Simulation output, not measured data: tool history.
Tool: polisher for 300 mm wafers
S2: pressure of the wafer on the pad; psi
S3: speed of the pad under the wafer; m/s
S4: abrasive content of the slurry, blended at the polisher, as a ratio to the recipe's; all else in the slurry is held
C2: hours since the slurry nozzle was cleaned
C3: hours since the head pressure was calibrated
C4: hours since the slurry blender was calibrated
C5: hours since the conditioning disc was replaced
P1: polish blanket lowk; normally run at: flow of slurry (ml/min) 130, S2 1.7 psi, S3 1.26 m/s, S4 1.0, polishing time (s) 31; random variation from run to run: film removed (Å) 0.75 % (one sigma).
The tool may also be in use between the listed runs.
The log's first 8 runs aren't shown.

Run 9, hour 65.5: flow of slurry (ml/min) 160, S2 1.7 psi, S3 0.70 m/s, S4 1.0, polishing time (s) 31; wafers polished on this pad 881; C2 184.5; C3 642.0; C4 145.5; C5 375.6. Result: film removed (Å) 105.020.
Run 10, hour 75.7: flow of slurry (ml/min) 130, S2 1.7 psi, S3 1.26 m/s, S4 1.0, polishing time (s) 48; wafers polished on this pad 953; C2 194.7; C3 652.2; C4 155.7; C5 385.8. Result: film removed (Å) 249.600.
Run 11, hour 85.3: flow of slurry (ml/min) 80, S2 1.7 psi, S3 1.26 m/s, S4 1.0, polishing time (s) 31; wafers polished on this pad 1021; C2 204.3; C3 661.8; C4 165.3; C5 395.4. Result: film removed (Å) 142.470.
Run 12, hour 90.6: flow of slurry (ml/min) 130, S2 1.7 psi, S3 1.92 m/s, S4 1.0, polishing time (s) 31; wafers polished on this pad 1058; C2 209.6; C3 667.1; C4 170.6; C5 400.7. Result: film removed (Å) 226.730.
Run 13, hour 98.1: flow of slurry (ml/min) 130, S2 1.7 psi, S3 1.26 m/s, S4 1.0, polishing time (s) 31; wafers polished on this pad 1111; C2 217.1; C3 674.6; C4 178.1; C5 408.2. Result: film removed (Å) 161.900.
Run 14, hour 106.0: flow of slurry (ml/min) 130, S2 1.7 psi, S3 0.76 m/s, S4 1.0, polishing time (s) 31; wafers polished on this pad 1167; C2 225.0; C3 682.5; C4 186.0; C5 416.1. Result: film removed (Å) 108.620.
Run 15, hour 111.2: flow of slurry (ml/min) 130, S2 1.7 psi, S3 1.26 m/s, S4 1.3, polishing time (s) 31; wafers polished on this pad 1204; C2 230.2; C3 687.7; C4 191.2; C5 421.3. Result: film removed (Å) 178.290.
Run 16, hour 121.9: flow of slurry (ml/min) 130, S2 1.7 psi, S3 1.26 m/s, S4 1.0, polishing time (s) 31; wafers polished on this pad 1280; C2 240.9; C3 698.4; C4 201.9; C5 432.0. Result: film removed (Å) 162.500.
At hour 122.6: slurry blender recalibrated.
Run 17, hour 130.6: flow of slurry (ml/min) 130, S2 1.0 psi, S3 1.26 m/s, S4 1.0, polishing time (s) 31; wafers polished on this pad 1341; C2 249.6; C3 707.1; C4 8.1; C5 440.7. Result: film removed (Å) 95.693.

Forecast run 18:
Run 18, hour 139.5: flow of slurry (ml/min) 130, S2 1.7 psi, S3 1.26 m/s, S4 1.0, polishing time (s) 31; wafers polished on this pad 1404; C2 258.5; C3 716.0; C4 17.0; C5 449.6. Result: film removed (Å) ?.

{"run 18": {"film removed (Å)": 163.06}}

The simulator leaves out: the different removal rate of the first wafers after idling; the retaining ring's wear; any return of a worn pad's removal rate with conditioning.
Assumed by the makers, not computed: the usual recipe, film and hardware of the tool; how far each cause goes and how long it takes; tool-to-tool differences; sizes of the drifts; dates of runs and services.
